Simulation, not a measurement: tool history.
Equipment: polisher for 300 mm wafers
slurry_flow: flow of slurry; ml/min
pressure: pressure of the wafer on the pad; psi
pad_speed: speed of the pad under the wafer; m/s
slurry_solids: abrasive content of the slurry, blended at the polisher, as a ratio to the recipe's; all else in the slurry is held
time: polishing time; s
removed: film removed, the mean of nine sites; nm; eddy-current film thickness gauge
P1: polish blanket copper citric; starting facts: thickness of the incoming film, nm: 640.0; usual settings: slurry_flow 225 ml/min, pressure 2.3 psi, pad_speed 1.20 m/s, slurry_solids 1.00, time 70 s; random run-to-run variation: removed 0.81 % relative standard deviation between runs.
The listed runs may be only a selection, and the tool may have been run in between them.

{"run": 1, "hour": 7.3, "slurry_flow": 225, "pressure": 2.3, "pad_speed": 1.2, "slurry_solids": 1.0, "time": 70, "removed": 130.8}
{"run": 2, "hour": 11.5, "slurry_flow": 225, "pressure": 2.3, "pad_speed": 1.2, "slurry_solids": 1.0, "time": 70, "removed": 127.99}
{"run": 3, "hour": 17.6, "slurry_flow": 225, "pressure": 2.3, "pad_speed": 1.2, "slurry_solids": 1.0, "time": 70, "removed": 130.34}
{"run": 4, "hour": 24.6, "slurry_flow": 135, "pressure": 2.3, "pad_speed": 1.2, "slurry_solids": 1.0, "time": 70, "removed": 119.99}
{"run": 5, "hour": 32.7, "slurry_flow": 225, "pressure": 1.0, "pad_speed": 1.2, "slurry_solids": 1.0, "time": 70, "removed": 57.27}
{"run": 6, "hour": 38.0, "slurry_flow": 225, "pressure": 2.3, "pad_speed": 1.88, "slurry_solids": 1.0, "time": 70, "removed": 203.01}
{"run": 7, "hour": 44.1, "slurry_flow": 225, "pressure": 2.3, "pad_speed": 1.2, "slurry_solids": 1.0, "time": 104, "removed": 191.94}
{"hour": 48.0, "done": "head pressure recalibrated"}
{"run": 8, "hour": 48.2, "slurry_flow": 225, "pressure": 2.3, "pad_speed": 1.2, "slurry_solids": 1.0, "time": 70, "removed": 129.12}
{"run": 9, "hour": 54.7, "slurry_flow": 225, "pressure": 2.3, "pad_speed": 0.6, "slurry_solids": 1.0, "time": 70, "removed": 67.353}
{"run": 10, "hour": 58.7, "slurry_flow": 225, "pressure": 3.5, "pad_speed": 1.2, "slurry_solids": 1.0, "time": 100, "removed": 280.25}
{"hour": 60.0, "done": "slurry nozzle cleaned"}
{"run": 11, "hour": 64.6, "slurry_flow": 225, "pressure": 3.1, "pad_speed": 1.2, "slurry_solids": 1.0, "time": 70, "removed": 176.39}
{"run": 12, "hour": 70.5, "slurry_flow": 225, "pressure": 2.3, "pad_speed": 1.2, "slurry_solids": 1.0, "time": 70, "removed": 128.39}
{"run": 13, "hour": 77.1, "slurry_flow": 225, "pressure": 2.3, "pad_speed": 1.2, "slurry_solids": 1.0, "time": 32, "removed": 58.581}
{"run": 14, "hour": 83.5, "slurry_flow": 315, "pressure": 2.3, "pad_speed": 1.2, "slurry_solids": 1.0, "time": 70, "removed": 134.24}
{"run": 15, "hour": 88.1, "slurry_flow": 225, "pressure": 2.3, "pad_speed": 1.2, "slurry_solids": 1.25, "time": 70, "removed": 136.13}
{"run": 16, "hour": 93.2, "slurry_flow": 225, "pressure": 2.3, "pad_speed": 1.2, "slurry_solids": 0.55, "time": 70, "removed": 115.42}
{"run": 17, "hour": 100.2, "slurry_flow": 225, "pressure": 2.3, "pad_speed": 1.2, "slurry_solids": 1.0, "time": 70, "removed": 127.44}
{"run": 18, "hour": 104.0, "slurry_flow": 225, "pressure": 2.3, "pad_speed": 1.2, "slurry_solids": 1.0, "time": 70, "removed": 127.83}
{"run": 19, "hour": 107.6, "slurry_flow": 225, "pressure": 2.3, "pad_speed": 1.2, "slurry_solids": 1.0, "time": 70, "removed": 128.47}
{"run": 20, "hour": 113.8, "slurry_flow": 225, "pressure": 2.3, "pad_speed": 1.2, "slurry_solids": 1.0, "time": 70, "removed": 122.84}
{"run": 21, "hour": 120.8, "slurry_flow": 225, "pressure": 2.3, "pad_speed": 1.2, "slurry_solids": 1.0, "time": 70, "removed": 125.43}
{"hour": 123.2, "done": "worn pad replaced by a new one"}
{"run": 22, "hour": 128.3, "slurry_flow": 225, "pressure": 2.3, "pad_speed": 1.2, "slurry_solids": 1.0, "time": 70, "removed": 122.39}
{"hour": 130.7, "done": "slurry blender recalibrated"}
{"run": 23, "hour": 135.3, "slurry_flow": 225, "pressure": 2.3, "pad_speed": 1.2, "slurry_solids": 1.0, "time": 70, "removed": 122.42}
{"run": 24, "hour": 139.1, "slurry_flow": 225, "pressure": 2.3, "pad_speed": 1.2, "slurry_solids": 1.0, "time": 70, "removed": 123.35}
{"run": 25, "hour": 143.8, "slurry_flow": 225, "pressure": 2.3, "pad_speed": 1.2, "slurry_solids": 1.0, "time": 70, "removed": 122.01}
{"run": 26, "hour": 152.0, "slurry_flow": 225, "pressure": 2.3, "pad_speed": 1.2, "slurry_solids": 1.0, "time": 70, "removed": 122.08}
{"run": 27, "hour": 155.9, "slurry_flow": 225, "pressure": 2.3, "pad_speed": 1.2, "slurry_solids": 1.0, "time": 70, "removed": 121.82}
{"run": 28, "hour": 160.3, "slurry_flow": 225, "pressure": 2.3, "pad_speed": 1.2, "slurry_solids": 1.0, "time": 70, "removed": 121.48}

Something has made what P1 gives creep away from where it was; the 2 causes below, each at its own stated size, fit the log equally well:
A: head's pressure below its setpoint, % = 5.92
B: slurry flow missing at the pad, % = 33.8
At approximately hour 100.2, the process output began to creep.
Excluded causes, each with its reason:
removal rate lost through wear of the pad, %: was serviced at hour 123.2, once the creep was under way, yet the earlier output never came back
abrasive missing from the slurry, %: was serviced at hour 130.7, once the creep was under way, yet the earlier output never came back

Each of the check runs listed below is run on 3 wafers and reports their average, with the results left as question marks. Pick the one under which the possible causes would lead to clearly different results.
{"run": "check 1", "hour": 164.7, "slurry_flow": 135, "pressure": 2.3, "pad_speed": 0.62, "slurry_solids": 1.0, "time": 70, "removed": "?"}
{"run": "check 2", "hour": 164.7, "slurry_flow": 225, "pressure": 2.3, "pad_speed": 1.54, "slurry_solids": 1.0, "time": 38, "removed": "?"}
{"run": "check 3", "hour": 164.7, "slurry_flow": 225, "pressure": 2.3, "pad_speed": 1.2, "slurry_solids": 1.0, "time": 45, "removed": "?"}
{"run": "check 4", "hour": 164.7, "slurry_flow": 225, "pressure": 2.3, "pad_speed": 1.2, "slurry_solids": 0.65, "time": 93, "removed": "?"}

Outcome of each check run for each possible cause:
check=check_1 result=removed if_A=59.783 if_B=57.624
check=check_2 result=removed if_A=84.358 if_B=84.394
check=check_3 result=removed if_A=78.321 if_B=78.326
check=check_4 result=removed if_A=147.950 if_B=147.960
Gap, in per cent, between the two causes that each check separates least, read from the result that separates them most: check 1 3.68 %; check 2 0.04 %; check 3 0.01 %; check 4 0.01 %
Check 1 is the one run that separates the causes; every other check would come out nearly the same whichever cause is at work.

With check 1 done, the readings were: removed 59.902 nm. Identify which of the listed causes applies.

The cause is A: head's pressure below its setpoint, %.
